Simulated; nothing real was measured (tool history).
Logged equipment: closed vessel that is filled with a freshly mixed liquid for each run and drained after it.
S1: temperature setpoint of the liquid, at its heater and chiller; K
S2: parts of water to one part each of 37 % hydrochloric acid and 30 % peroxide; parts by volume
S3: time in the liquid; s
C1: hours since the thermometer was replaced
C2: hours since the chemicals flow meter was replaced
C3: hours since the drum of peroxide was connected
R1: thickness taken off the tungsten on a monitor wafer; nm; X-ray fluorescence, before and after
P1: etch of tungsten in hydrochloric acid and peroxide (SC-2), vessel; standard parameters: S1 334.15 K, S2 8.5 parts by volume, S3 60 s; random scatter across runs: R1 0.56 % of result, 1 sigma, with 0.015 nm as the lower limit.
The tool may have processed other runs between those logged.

run   hour      S1    S2   S3      C1      C2     C3      R1
  1   12.2  334.15   8.5   60   967.7  1139.5  620.3  38.683
  2   25.7  344.65   8.5   60   981.2  1153.0  633.8  73.018
  3   37.5  334.15   8.5   60   993.0  1164.8  645.6  38.543
  4   49.8  334.15   8.5   60  1005.3  1177.1  657.9  38.591
  5   61.3  334.15   8.5   60  1016.8  1188.6  669.4  38.797
  6   75.0  334.15   8.5   30  1030.5  1202.3  683.1  19.325
  7   82.7  334.15  15.0   60  1038.2  1210.0  690.8  23.910
  8   92.2  334.15   8.5   60  1047.7  1219.5  700.3  38.306
  9  106.6  334.15   4.0   60  1062.1  1233.9  714.7  67.134
     108.0  -- thermometer replaced
 10  118.4  319.15   8.5   60    10.4  1245.7  726.5  14.344
 11  133.8  334.15   8.5  105    25.8  1261.1  741.9  67.677
 12  141.5  334.15  13.5   30    33.5  1268.8  749.6  13.064
 13  152.7  334.15   8.5   60    44.7  1280.0  760.8  38.714
 14  159.7  334.15   8.5   60    51.7  1287.0  767.8  38.560
 15  173.3  334.15   8.5   60    65.3  1300.6  781.4  39.831
 16  186.8  334.15   8.5   60    78.8  1314.1  794.9  40.815
 17  193.4  334.15   8.5   60    85.4  1320.7  801.5  41.198
 18  206.5  334.15   8.5   60    98.5  1333.8  814.6  41.508
 19  221.4  334.15   8.5   60   113.4  1348.7  829.5  42.099
 20  228.2  334.15   8.5   60   120.2  1355.5  836.3  41.797
 21  235.7  334.15   8.5   60   127.7  1363.0  843.8  41.813

What P1 gives has crept off from where it sat before. The 2 causes that follow fit the log equally well, each at the size noted:
A: chemicals flow above the setpoint (%) = 11.2
B: liquid hotter than its thermometer reads (K) = 1.38
The gradual shift began around hour 159.7.
Excluded causes, each with its reason:
peroxide weaker than its label (%): at most 8, giving a -7.3 % change in R1: too small, or against the direction of the creep

The 4 check runs listed below each average the results of 5 wafers, and their outcomes are marked with question marks. Under which run would the listed causes produce clearly different results?
check 1  243.2  324.15   4.0  60               ?
check 2  243.2  319.15  13.5  60               ?
check 3  243.2  341.65   8.5  60               ?
check 4  243.2  322.15  14.5  60               ?

Check results expected under each cause:
  check  result    if A    if B
check 1      R1  37.921  38.746
check 2      R1  10.721  10.743
check 3      R1  66.131  65.929
check 4      R1  12.350  12.344
Smallest distance between any two causes, each pair judged by its most separating result, in per cent: check 1 2.15 %; check 2 0.21 %; check 3 0.31 %; check 4 0.05 %
The other checks would show nearly matching results whichever cause is true, so check 1 is the only one that separates the causes.

Check 1 has now been run. It gave: R1 38.044 nm. Which of the candidate causes is it?

It was cause A: chemicals flow above the setpoint (%).

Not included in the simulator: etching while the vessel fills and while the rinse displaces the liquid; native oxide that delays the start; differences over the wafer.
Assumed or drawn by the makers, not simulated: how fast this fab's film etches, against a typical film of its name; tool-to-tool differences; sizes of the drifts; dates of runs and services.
